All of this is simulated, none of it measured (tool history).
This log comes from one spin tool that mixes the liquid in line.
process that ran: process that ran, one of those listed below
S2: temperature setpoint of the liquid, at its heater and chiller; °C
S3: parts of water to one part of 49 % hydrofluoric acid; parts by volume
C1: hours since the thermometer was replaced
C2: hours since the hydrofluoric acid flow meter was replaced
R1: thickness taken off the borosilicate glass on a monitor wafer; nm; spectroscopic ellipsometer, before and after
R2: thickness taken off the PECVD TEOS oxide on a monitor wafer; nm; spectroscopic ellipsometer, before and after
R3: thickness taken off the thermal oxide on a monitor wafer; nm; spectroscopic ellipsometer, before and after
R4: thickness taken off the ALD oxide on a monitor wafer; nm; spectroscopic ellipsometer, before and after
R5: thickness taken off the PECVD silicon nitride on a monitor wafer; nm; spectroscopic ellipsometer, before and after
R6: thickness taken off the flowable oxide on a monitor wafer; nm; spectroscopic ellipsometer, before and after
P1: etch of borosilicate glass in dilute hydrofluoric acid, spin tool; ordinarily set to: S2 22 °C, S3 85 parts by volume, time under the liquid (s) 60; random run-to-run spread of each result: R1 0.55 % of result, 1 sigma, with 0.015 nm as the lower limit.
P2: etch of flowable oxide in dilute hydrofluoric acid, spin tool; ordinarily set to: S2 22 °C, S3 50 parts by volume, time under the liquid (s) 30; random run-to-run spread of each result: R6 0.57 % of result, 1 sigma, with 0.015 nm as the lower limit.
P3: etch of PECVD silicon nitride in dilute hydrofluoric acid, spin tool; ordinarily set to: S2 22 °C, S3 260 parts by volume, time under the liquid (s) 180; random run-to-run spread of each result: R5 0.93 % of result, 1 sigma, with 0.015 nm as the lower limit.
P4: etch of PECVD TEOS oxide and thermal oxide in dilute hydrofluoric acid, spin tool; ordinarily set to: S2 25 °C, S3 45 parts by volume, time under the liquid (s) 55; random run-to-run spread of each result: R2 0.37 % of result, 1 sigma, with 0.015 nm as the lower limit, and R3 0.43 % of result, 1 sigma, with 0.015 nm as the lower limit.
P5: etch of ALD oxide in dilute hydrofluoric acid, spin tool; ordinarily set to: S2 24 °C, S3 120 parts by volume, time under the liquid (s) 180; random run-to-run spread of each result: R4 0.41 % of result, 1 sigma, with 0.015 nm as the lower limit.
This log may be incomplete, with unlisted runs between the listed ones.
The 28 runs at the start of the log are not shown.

{"run": 29, "hour": 342.9, "process that ran": "P1", "S2": 22, "S3": 85, "time under the liquid (s)": 60, "C1": 227, "C2": 1594.3, "R1": 11.046}
{"run": 30, "hour": 357.5, "process that ran": "P5", "S2": 24, "S3": 120, "time under the liquid (s)": 180, "C1": 241.6, "C2": 1608.9, "R4": 23.693}
{"run": 31, "hour": 368.1, "process that ran": "P4", "S2": 25, "S3": 45, "time under the liquid (s)": 55, "C1": 252.2, "C2": 1619.5, "R2": 27.148, "R3": 6.4466}
{"run": 32, "hour": 379.5, "process that ran": "P1", "S2": 22, "S3": 85, "time under the liquid (s)": 60, "C1": 263.6, "C2": 1630.9, "R1": 11.088}
{"run": 33, "hour": 391.3, "process that ran": "P1", "S2": 22, "S3": 85, "time under the liquid (s)": 60, "C1": 275.4, "C2": 1642.7, "R1": 11.26}
{"run": 34, "hour": 404.8, "process that ran": "P1", "S2": 22, "S3": 85, "time under the liquid (s)": 60, "C1": 288.9, "C2": 1656.2, "R1": 11.335}
{"run": 35, "hour": 417.0, "process that ran": "P1", "S2": 22, "S3": 85, "time under the liquid (s)": 60, "C1": 301.1, "C2": 1668.4, "R1": 11.328}
{"run": 36, "hour": 430.0, "process that ran": "P1", "S2": 22, "S3": 85, "time under the liquid (s)": 60, "C1": 314.1, "C2": 1681.4, "R1": 11.498}

Expected results for the next run?
{"run": 37, "hour": 440.9, "process that ran": "P1", "S2": 22, "S3": 85, "time under the liquid (s)": 60, "C1": 325, "C2": 1692.3, "R1": "?"}

Run 37 yielded R1 11.641 nm.
